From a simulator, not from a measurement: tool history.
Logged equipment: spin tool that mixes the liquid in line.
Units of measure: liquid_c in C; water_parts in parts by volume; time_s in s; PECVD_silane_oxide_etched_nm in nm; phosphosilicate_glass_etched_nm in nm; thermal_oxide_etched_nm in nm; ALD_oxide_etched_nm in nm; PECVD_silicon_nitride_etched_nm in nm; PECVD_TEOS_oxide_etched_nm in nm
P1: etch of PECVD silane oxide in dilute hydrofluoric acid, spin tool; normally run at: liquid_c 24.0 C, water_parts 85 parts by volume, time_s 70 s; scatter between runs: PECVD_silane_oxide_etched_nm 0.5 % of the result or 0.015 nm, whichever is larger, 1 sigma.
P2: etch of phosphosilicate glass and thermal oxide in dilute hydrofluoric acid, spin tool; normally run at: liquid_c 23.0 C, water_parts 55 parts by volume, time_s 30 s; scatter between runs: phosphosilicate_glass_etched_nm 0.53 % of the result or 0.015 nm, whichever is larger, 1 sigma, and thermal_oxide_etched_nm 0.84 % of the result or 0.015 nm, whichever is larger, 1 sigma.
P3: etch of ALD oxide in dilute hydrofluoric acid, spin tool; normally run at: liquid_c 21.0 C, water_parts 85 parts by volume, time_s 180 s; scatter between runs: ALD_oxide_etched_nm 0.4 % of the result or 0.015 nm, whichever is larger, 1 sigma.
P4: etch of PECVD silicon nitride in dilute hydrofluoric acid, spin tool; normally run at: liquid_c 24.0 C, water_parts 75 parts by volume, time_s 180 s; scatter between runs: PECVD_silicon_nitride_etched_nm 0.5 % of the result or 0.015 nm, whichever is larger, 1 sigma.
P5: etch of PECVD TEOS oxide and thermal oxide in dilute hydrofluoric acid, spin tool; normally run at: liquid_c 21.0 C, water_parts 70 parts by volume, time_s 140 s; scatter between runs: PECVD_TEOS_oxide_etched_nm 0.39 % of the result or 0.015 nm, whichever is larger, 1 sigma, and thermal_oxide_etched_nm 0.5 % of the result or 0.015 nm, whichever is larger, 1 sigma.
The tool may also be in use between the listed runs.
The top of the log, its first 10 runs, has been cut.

run	hour	process	liquid_c	water_parts	time_s	hours since the thermometer was replaced	hours since the hydrofluoric acid flow meter was replaced	PECVD_silane_oxide_etched_nm	phosphosilicate_glass_etched_nm	thermal_oxide_etched_nm	ALD_oxide_etched_nm	PECVD_silicon_nitride_etched_nm	PECVD_TEOS_oxide_etched_nm
11	56.1	P2	23.0	55	30	658.5	409.4		52.999	2.6650			
12	61.4	P1	24.0	85	70	663.8	414.7	41.931					
# hour 66.6: thermometer replaced
13	68.0	P4	24.0	75	180	1.4	421.3					6.5584	
14	73.8	P1	19.5	85	130	7.2	427.1	64.194					
15	80.1	P1	18.5	145	70	13.5	433.4	18.373					
16	83.9	P2	23.0	55	30	17.3	437.2		53.001	2.6437			
17	88.2	P1	17.0	85	70	21.6	441.5	31.645					
18	94.6	P4	18.5	75	180	28.0	447.9					4.4834	
19	98.7	P5	21.0	70	250	32.1	452.0			15.6700			66.838
20	104.7	P3	21.0	85	180	38.1	458.0				19.0470		
21	110.5	P5	21.0	110	140	43.9	463.8			5.3768			22.823
22	114.9	P1	24.0	85	70	48.3	468.2	42.232					
23	119.3	P3	21.0	85	30	52.7	472.6				3.1665		
24	125.7	P4	24.0	75	180	59.1	479.0					6.5318	
25	131.0	P1	24.0	85	70	64.4	484.3	41.790					
26	134.3	P4	24.0	20	180	67.7	487.6					23.4430	
27	138.8	P3	25.0	85	180	72.2	492.1				22.1990		
28	142.3	P5	21.0	70	140	75.7	495.6			8.7948			37.171
29	147.2	P3	21.0	130	180	80.6	500.5				11.7880		
30	151.1	P5	21.0	70	140	84.5	504.4			8.7201			37.465
31	154.1	P1	32.0	85	70	87.5	507.4	57.121					
32	159.8	P1	24.0	85	20	93.2	513.1	11.951					
33	165.1	P5	27.5	70	140	98.5	518.4			11.3990			48.626
34	168.0	P1	24.0	85	70	101.4	521.3	42.323					
35	171.9	P1	24.0	85	70	105.3	525.2	40.263					

Run 36 comes next. What will it give?
36	175.0	P1	24.0	85	70	108.4	528.3	?					

{"run 36": {"PECVD_silane_oxide_etched_nm": 39.935}}
